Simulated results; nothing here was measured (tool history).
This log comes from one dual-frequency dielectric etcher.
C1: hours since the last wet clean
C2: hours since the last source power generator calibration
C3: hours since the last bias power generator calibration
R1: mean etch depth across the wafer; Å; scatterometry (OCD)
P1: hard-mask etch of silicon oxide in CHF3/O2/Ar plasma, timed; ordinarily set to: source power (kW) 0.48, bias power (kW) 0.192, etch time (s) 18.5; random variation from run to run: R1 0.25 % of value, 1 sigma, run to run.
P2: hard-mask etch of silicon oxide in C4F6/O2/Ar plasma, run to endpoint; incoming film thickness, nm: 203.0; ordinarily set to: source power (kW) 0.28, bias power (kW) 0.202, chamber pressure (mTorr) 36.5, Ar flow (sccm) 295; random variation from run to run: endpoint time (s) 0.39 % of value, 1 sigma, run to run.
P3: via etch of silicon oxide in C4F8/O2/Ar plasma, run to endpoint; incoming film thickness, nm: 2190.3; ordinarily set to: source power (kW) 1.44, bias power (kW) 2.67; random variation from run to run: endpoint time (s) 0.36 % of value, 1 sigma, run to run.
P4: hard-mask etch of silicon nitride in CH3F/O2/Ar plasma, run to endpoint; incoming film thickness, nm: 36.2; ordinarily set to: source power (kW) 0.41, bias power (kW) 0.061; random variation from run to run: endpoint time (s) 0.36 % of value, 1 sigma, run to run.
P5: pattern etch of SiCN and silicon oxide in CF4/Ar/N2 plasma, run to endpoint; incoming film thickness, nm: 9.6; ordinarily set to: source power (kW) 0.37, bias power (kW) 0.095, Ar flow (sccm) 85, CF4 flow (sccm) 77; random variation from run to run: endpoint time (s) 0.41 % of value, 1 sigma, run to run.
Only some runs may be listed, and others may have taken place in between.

run 1 hour=6.5 | process_that_ran=P1 source_power_(kW)=0.48 bias_power_(kW)=0.192 etch_time_(s)=18.5 | C1=154.9 C2=2739.2 C3=1500.2 | R1=347.49
run 2 hour=12.5 | process_that_ran=P3 source_power_(kW)=2.04 bias_power_(kW)=2.67 | C1=160.9 C2=2745.2 C3=1506.2 | endpoint_time_(s)=393.27
run 3 hour=18.5 | process_that_ran=P1 source_power_(kW)=0.48 bias_power_(kW)=0.148 etch_time_(s)=18.5 | C1=166.9 C2=2751.2 C3=1512.2 | R1=318.87
run 4 hour=24.4 | process_that_ran=P2 source_power_(kW)=0.34 bias_power_(kW)=0.202 chamber_pressure_(mTorr)=36.5 Ar_flow_(sccm)=295 | C1=172.8 C2=2757.1 C3=1518.1 | endpoint_time_(s)=67.199
run 5 hour=29.1 | process_that_ran=P1 source_power_(kW)=0.34 bias_power_(kW)=0.192 etch_time_(s)=18.5 | C1=177.5 C2=2761.8 C3=1522.8 | R1=305.76
run 6 hour=32.7 | process_that_ran=P2 source_power_(kW)=0.28 bias_power_(kW)=0.202 chamber_pressure_(mTorr)=47.5 Ar_flow_(sccm)=295 | C1=181.1 C2=2765.4 C3=1526.4 | endpoint_time_(s)=74.987
-- hour=35.6 wet clean of the chamber
run 7 hour=38.7 | process_that_ran=P4 source_power_(kW)=0.3 bias_power_(kW)=0.061 | C1=3.1 C2=2771.4 C3=1532.4 | endpoint_time_(s)=60.66
run 8 hour=42.6 | process_that_ran=P5 source_power_(kW)=0.37 bias_power_(kW)=0.095 Ar_flow_(sccm)=85 CF4_flow_(sccm)=77 | C1=7 C2=2775.3 C3=1536.3 | endpoint_time_(s)=11.719
run 9 hour=46.3 | process_that_ran=P1 source_power_(kW)=0.63 bias_power_(kW)=0.192 etch_time_(s)=18.5 | C1=10.7 C2=2779 C3=1540 | R1=383.69
run 10 hour=50.2 | process_that_ran=P3 source_power_(kW)=1.44 bias_power_(kW)=1.89 | C1=14.6 C2=2782.9 C3=1543.9 | endpoint_time_(s)=501
run 11 hour=57.1 | process_that_ran=P5 source_power_(kW)=0.37 bias_power_(kW)=0.115 Ar_flow_(sccm)=85 CF4_flow_(sccm)=77 | C1=21.5 C2=2789.8 C3=1550.8 | endpoint_time_(s)=11.073
run 12 hour=60.9 | process_that_ran=P4 source_power_(kW)=0.41 bias_power_(kW)=0.061 | C1=25.3 C2=2793.6 C3=1554.6 | endpoint_time_(s)=54.289
run 13 hour=64.4 | process_that_ran=P1 source_power_(kW)=0.48 bias_power_(kW)=0.192 etch_time_(s)=18.5 | C1=28.8 C2=2797.1 C3=1558.1 | R1=349.18
run 14 hour=67.9 | process_that_ran=P1 source_power_(kW)=0.48 bias_power_(kW)=0.265 etch_time_(s)=27 | C1=32.3 C2=2800.6 C3=1561.6 | R1=565.17
-- hour=68.4 bias power generator calibrated
run 15 hour=70.9 | process_that_ran=P2 source_power_(kW)=0.28 bias_power_(kW)=0.202 chamber_pressure_(mTorr)=36.5 Ar_flow_(sccm)=364 | C1=35.3 C2=2803.6 C3=2.5 | endpoint_time_(s)=73.832
run 16 hour=76.5 | process_that_ran=P5 source_power_(kW)=0.37 bias_power_(kW)=0.095 Ar_flow_(sccm)=85 CF4_flow_(sccm)=77 | C1=40.9 C2=2809.2 C3=8.1 | endpoint_time_(s)=11.77
run 17 hour=82.1 | process_that_ran=P1 source_power_(kW)=0.48 bias_power_(kW)=0.25 etch_time_(s)=18.5 | C1=46.5 C2=2814.8 C3=13.7 | R1=379.52
run 18 hour=88.4 | process_that_ran=P3 source_power_(kW)=1.44 bias_power_(kW)=2.67 | C1=52.8 C2=2821.1 C3=20 | endpoint_time_(s)=452.26
run 19 hour=95 | process_that_ran=P2 source_power_(kW)=0.28 bias_power_(kW)=0.202 chamber_pressure_(mTorr)=36.5 Ar_flow_(sccm)=295 | C1=59.4 C2=2827.7 C3=26.6 | endpoint_time_(s)=71.899
run 20 hour=98.7 | process_that_ran=P5 source_power_(kW)=0.37 bias_power_(kW)=0.095 Ar_flow_(sccm)=64 CF4_flow_(sccm)=77 | C1=63.1 C2=2831.4 C3=30.3 | endpoint_time_(s)=11.381
run 21 hour=102.6 | process_that_ran=P5 source_power_(kW)=0.37 bias_power_(kW)=0.095 Ar_flow_(sccm)=85 CF4_flow_(sccm)=54 | C1=67 C2=2835.3 C3=34.2 | endpoint_time_(s)=12.187
run 22 hour=106.2 | process_that_ran=P1 source_power_(kW)=0.48 bias_power_(kW)=0.192 etch_time_(s)=27 | C1=70.6 C2=2838.9 C3=37.8 | R1=508.23
run 23 hour=111 | process_that_ran=P1 source_power_(kW)=0.48 bias_power_(kW)=0.192 etch_time_(s)=18.5 | C1=75.4 C2=2843.7 C3=42.6 | R1=346.75
run 24 hour=115.9 | process_that_ran=P1 source_power_(kW)=0.48 bias_power_(kW)=0.192 etch_time_(s)=11.5 | C1=80.3 C2=2848.6 C3=47.5 | R1=216.59
run 25 hour=121.1 | process_that_ran=P4 source_power_(kW)=0.41 bias_power_(kW)=0.037 | C1=85.5 C2=2853.8 C3=52.7 | endpoint_time_(s)=62.913
run 26 hour=124.2 | process_that_ran=P2 source_power_(kW)=0.28 bias_power_(kW)=0.26 chamber_pressure_(mTorr)=36.5 Ar_flow_(sccm)=295 | C1=88.6 C2=2856.9 C3=55.8 | endpoint_time_(s)=66.699
run 27 hour=128.1 | process_that_ran=P4 source_power_(kW)=0.41 bias_power_(kW)=0.061 | C1=92.5 C2=2860.8 C3=59.7 | endpoint_time_(s)=53.476
run 28 hour=131.2 | process_that_ran=P5 source_power_(kW)=0.29 bias_power_(kW)=0.095 Ar_flow_(sccm)=85 CF4_flow_(sccm)=77 | C1=95.6 C2=2863.9 C3=62.8 | endpoint_time_(s)=14.606
run 29 hour=136 | process_that_ran=P1 source_power_(kW)=0.48 bias_power_(kW)=0.192 etch_time_(s)=18.5 | C1=100.4 C2=2868.7 C3=67.6 | R1=347.88
run 30 hour=142.3 | process_that_ran=P1 source_power_(kW)=0.48 bias_power_(kW)=0.192 etch_time_(s)=18.5 | C1=106.7 C2=2875 C3=73.9 | R1=347.46
run 31 hour=148.3 | process_that_ran=P3 source_power_(kW)=1.44 bias_power_(kW)=2.67 | C1=112.7 C2=2881 C3=79.9 | endpoint_time_(s)=450.16
run 32 hour=152.4 | process_that_ran=P1 source_power_(kW)=0.48 bias_power_(kW)=0.192 etch_time_(s)=18.5 | C1=116.8 C2=2885.1 C3=84 | R1=348.09
run 33 hour=155.9 | process_that_ran=P1 source_power_(kW)=0.48 bias_power_(kW)=0.192 etch_time_(s)=18.5 | C1=120.3 C2=2888.6 C3=87.5 | R1=346.44
run 34 hour=159.5 | process_that_ran=P1 source_power_(kW)=0.48 bias_power_(kW)=0.192 etch_time_(s)=18.5 | C1=123.9 C2=2892.2 C3=91.1 | R1=345.13
run 35 hour=166.2 | process_that_ran=P1 source_power_(kW)=0.48 bias_power_(kW)=0.192 etch_time_(s)=18.5 | C1=130.6 C2=2898.9 C3=97.8 | R1=342.8
run 36 hour=169.4 | process_that_ran=P1 source_power_(kW)=0.48 bias_power_(kW)=0.192 etch_time_(s)=18.5 | C1=133.8 C2=2902.1 C3=101 | R1=342.43
-- hour=175.5 wet clean of the chamber
run 37 hour=175.6 | process_that_ran=P1 source_power_(kW)=0.48 bias_power_(kW)=0.192 etch_time_(s)=18.5 | C1=0.2 C2=2908.3 C3=107.2 | R1=341.47
run 38 hour=179.9 | process_that_ran=P1 source_power_(kW)=0.48 bias_power_(kW)=0.192 etch_time_(s)=18.5 | C1=4.5 C2=2912.6 C3=111.5 | R1=342.59

Forecast run 39:
run 39 hour=184.3 | process_that_ran=P1 source_power_(kW)=0.48 bias_power_(kW)=0.192 etch_time_(s)=18.5 | C1=8.9 C2=2917 C3=115.9 | R1=?

R1: 341.49 Å
